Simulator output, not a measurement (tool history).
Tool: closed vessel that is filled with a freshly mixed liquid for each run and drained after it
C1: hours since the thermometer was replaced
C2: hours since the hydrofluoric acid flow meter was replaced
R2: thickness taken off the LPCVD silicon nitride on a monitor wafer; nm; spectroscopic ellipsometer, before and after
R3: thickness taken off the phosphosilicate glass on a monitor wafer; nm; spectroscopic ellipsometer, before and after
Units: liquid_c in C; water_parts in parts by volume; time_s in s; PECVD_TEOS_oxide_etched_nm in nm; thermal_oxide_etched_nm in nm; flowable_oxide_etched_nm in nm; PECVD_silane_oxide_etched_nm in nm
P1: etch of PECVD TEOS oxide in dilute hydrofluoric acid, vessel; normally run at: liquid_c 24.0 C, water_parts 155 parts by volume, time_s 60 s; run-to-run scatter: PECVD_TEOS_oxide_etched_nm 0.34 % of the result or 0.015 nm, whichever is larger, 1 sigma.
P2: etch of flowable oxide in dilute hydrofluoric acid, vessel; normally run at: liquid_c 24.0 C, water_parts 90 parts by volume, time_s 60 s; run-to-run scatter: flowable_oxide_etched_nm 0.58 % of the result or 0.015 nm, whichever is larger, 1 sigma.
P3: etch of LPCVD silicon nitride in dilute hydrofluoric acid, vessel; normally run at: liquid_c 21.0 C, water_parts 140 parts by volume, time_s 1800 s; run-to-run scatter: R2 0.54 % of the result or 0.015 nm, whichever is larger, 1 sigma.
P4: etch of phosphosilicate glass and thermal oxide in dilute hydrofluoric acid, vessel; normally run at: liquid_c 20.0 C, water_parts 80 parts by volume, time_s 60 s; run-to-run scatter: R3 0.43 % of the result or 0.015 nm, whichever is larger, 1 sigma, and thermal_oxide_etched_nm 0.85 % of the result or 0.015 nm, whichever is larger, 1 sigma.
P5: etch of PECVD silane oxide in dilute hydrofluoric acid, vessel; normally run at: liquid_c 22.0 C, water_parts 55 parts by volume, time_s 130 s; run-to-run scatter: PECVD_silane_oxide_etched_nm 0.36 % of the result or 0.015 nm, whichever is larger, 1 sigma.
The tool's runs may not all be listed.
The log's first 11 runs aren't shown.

run 12 hour=95.2 | process=P1 liquid_c=24.0 water_parts=85 time_s=60 | C1=766.9 C2=520.2 | PECVD_TEOS_oxide_etched_nm=16.9200
run 13 hour=102.4 | process=P5 liquid_c=22.0 water_parts=55 time_s=260 | C1=774.1 C2=527.4 | PECVD_silane_oxide_etched_nm=118.970
run 14 hour=110.5 | process=P3 liquid_c=21.0 water_parts=140 time_s=1800 | C1=782.2 C2=535.5 | R2=4.5112
run 15 hour=118.5 | process=P4 liquid_c=27.5 water_parts=80 time_s=60 | C1=790.2 C2=543.5 | R3=69.309 thermal_oxide_etched_nm=4.2522
run 16 hour=128.1 | process=P1 liquid_c=18.5 water_parts=155 time_s=30 | C1=799.8 C2=553.1 | PECVD_TEOS_oxide_etched_nm=3.4294
run 17 hour=134.3 | process=P1 liquid_c=31.0 water_parts=155 time_s=60 | C1=806.0 C2=559.3 | PECVD_TEOS_oxide_etched_nm=11.0860
run 18 hour=140.4 | process=P1 liquid_c=17.0 water_parts=155 time_s=60 | C1=812.1 C2=565.4 | PECVD_TEOS_oxide_etched_nm=6.5220
run 19 hour=145.9 | process=P5 liquid_c=30.0 water_parts=55 time_s=130 | C1=817.6 C2=570.9 | PECVD_silane_oxide_etched_nm=82.047
run 20 hour=155.3 | process=P5 liquid_c=22.0 water_parts=55 time_s=130 | C1=827.0 C2=580.3 | PECVD_silane_oxide_etched_nm=59.591
run 21 hour=165.6 | process=P1 liquid_c=24.0 water_parts=155 time_s=30 | C1=837.3 C2=590.6 | PECVD_TEOS_oxide_etched_nm=4.2892
run 22 hour=173.4 | process=P2 liquid_c=17.0 water_parts=90 time_s=60 | C1=845.1 C2=598.4 | flowable_oxide_etched_nm=25.392
run 23 hour=181.4 | process=P1 liquid_c=24.0 water_parts=260 time_s=60 | C1=853.1 C2=606.4 | PECVD_TEOS_oxide_etched_nm=4.5316

The next listed run, before its measurement:
run 24 hour=187.1 | process=P4 liquid_c=20.0 water_parts=80 time_s=30 | C1=858.8 C2=612.1 | R3=? thermal_oxide_etched_nm=?

R3: 25.490 nm
thermal_oxide_etched_nm: 1.5748 nm

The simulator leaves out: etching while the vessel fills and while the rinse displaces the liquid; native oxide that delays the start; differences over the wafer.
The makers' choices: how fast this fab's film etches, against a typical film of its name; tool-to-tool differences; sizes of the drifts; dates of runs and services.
